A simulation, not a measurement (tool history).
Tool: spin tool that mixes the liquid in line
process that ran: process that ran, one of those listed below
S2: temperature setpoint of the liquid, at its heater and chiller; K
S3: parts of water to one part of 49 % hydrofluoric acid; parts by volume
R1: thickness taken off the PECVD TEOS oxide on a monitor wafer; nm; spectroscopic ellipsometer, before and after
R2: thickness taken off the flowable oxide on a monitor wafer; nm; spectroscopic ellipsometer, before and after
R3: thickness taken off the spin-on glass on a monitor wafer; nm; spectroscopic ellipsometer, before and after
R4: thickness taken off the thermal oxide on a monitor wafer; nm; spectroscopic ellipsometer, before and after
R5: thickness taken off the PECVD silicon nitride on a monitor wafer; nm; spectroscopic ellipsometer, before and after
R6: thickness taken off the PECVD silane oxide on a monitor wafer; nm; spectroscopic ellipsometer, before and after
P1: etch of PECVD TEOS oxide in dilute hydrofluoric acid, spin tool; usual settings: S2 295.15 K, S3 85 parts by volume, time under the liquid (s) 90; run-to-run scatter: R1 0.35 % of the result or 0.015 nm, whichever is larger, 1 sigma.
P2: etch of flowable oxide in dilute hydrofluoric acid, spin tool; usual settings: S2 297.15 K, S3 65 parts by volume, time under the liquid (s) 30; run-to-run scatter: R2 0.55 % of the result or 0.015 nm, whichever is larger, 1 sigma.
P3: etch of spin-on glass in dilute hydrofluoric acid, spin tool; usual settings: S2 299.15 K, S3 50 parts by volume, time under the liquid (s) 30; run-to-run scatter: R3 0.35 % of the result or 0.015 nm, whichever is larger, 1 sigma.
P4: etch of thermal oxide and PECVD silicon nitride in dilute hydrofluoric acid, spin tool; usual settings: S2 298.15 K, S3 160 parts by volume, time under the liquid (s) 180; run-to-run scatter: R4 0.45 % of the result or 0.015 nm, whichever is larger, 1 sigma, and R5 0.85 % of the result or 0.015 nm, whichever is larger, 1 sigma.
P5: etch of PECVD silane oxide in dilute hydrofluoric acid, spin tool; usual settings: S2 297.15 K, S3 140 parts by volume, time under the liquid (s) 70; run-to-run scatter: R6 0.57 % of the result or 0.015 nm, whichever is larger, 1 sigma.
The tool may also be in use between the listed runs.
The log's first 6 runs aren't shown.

run 7 day=1.704 | process_that_ran=P2 S2=297.15 S3=65 time_under_the_liquid_(s)=30 | R2=16.1470
run 8 day=1.942 | process_that_ran=P2 S2=292.15 S3=65 time_under_the_liquid_(s)=30 | R2=13.1230
run 9 day=2.250 | process_that_ran=P4 S2=298.15 S3=160 time_under_the_liquid_(s)=180 | R4=5.06870 R5=3.36710
run 10 day=2.471 | process_that_ran=P1 S2=295.15 S3=85 time_under_the_liquid_(s)=25 | R1=5.2733
run 11 day=2.729 | process_that_ran=P3 S2=299.15 S3=50 time_under_the_liquid_(s)=30 | R3=45.442
run 12 day=2.938 | process_that_ran=P4 S2=291.15 S3=160 time_under_the_liquid_(s)=180 | R4=3.85290 R5=2.07170
run 13 day=3.146 | process_that_ran=P3 S2=299.15 S3=50 time_under_the_liquid_(s)=60 | R3=90.869
run 14 day=3.425 | process_that_ran=P5 S2=303.65 S3=140 time_under_the_liquid_(s)=70 | R6=11.1470
run 15 day=3.679 | process_that_ran=P3 S2=299.15 S3=50 time_under_the_liquid_(s)=30 | R3=45.590
run 16 day=3.833 | process_that_ran=P1 S2=295.15 S3=85 time_under_the_liquid_(s)=175 | R1=36.7360
run 17 day=4.067 | process_that_ran=P4 S2=298.15 S3=160 time_under_the_liquid_(s)=35 | R4=0.97811 R5=0.62229
run 18 day=4.342 | process_that_ran=P1 S2=295.15 S3=35 time_under_the_liquid_(s)=90 | R1=49.0070
run 19 day=4.658 | process_that_ran=P5 S2=297.15 S3=140 time_under_the_liquid_(s)=70 | R6=8.7207
run 20 day=4.962 | process_that_ran=P1 S2=290.15 S3=85 time_under_the_liquid_(s)=90 | R1=15.2590
run 21 day=5.275 | process_that_ran=P1 S2=295.15 S3=150 time_under_the_liquid_(s)=90 | R1=9.9564
run 22 day=5.512 | process_that_ran=P3 S2=294.65 S3=50 time_under_the_liquid_(s)=30 | R3=38.009
run 23 day=5.721 | process_that_ran=P4 S2=298.15 S3=285 time_under_the_liquid_(s)=180 | R4=2.44880 R5=1.85830
run 24 day=5.867 | process_that_ran=P1 S2=290.15 S3=140 time_under_the_liquid_(s)=90 | R1=8.8092
run 25 day=6.067 | process_that_ran=P1 S2=295.15 S3=85 time_under_the_liquid_(s)=90 | R1=19.0220
run 26 day=6.246 | process_that_ran=P1 S2=291.65 S3=85 time_under_the_liquid_(s)=170 | R1=30.8530
run 27 day=6.400 | process_that_ran=P5 S2=297.15 S3=140 time_under_the_liquid_(s)=15 | R6=1.8566
run 28 day=6.650 | process_that_ran=P1 S2=295.15 S3=85 time_under_the_liquid_(s)=90 | R1=18.9700
run 29 day=6.792 | process_that_ran=P1 S2=301.15 S3=85 time_under_the_liquid_(s)=90 | R1=24.1310
run 30 day=7.033 | process_that_ran=P5 S2=297.15 S3=40 time_under_the_liquid_(s)=70 | R6=34.4780
run 31 day=7.200 | process_that_ran=P1 S2=295.15 S3=85 time_under_the_liquid_(s)=90 | R1=18.8910

Forecast run 32:
run 32 day=7.396 | process_that_ran=P1 S2=295.15 S3=85 time_under_the_liquid_(s)=90 | R1=?

Run 32 gave R1 19.5710 nm.
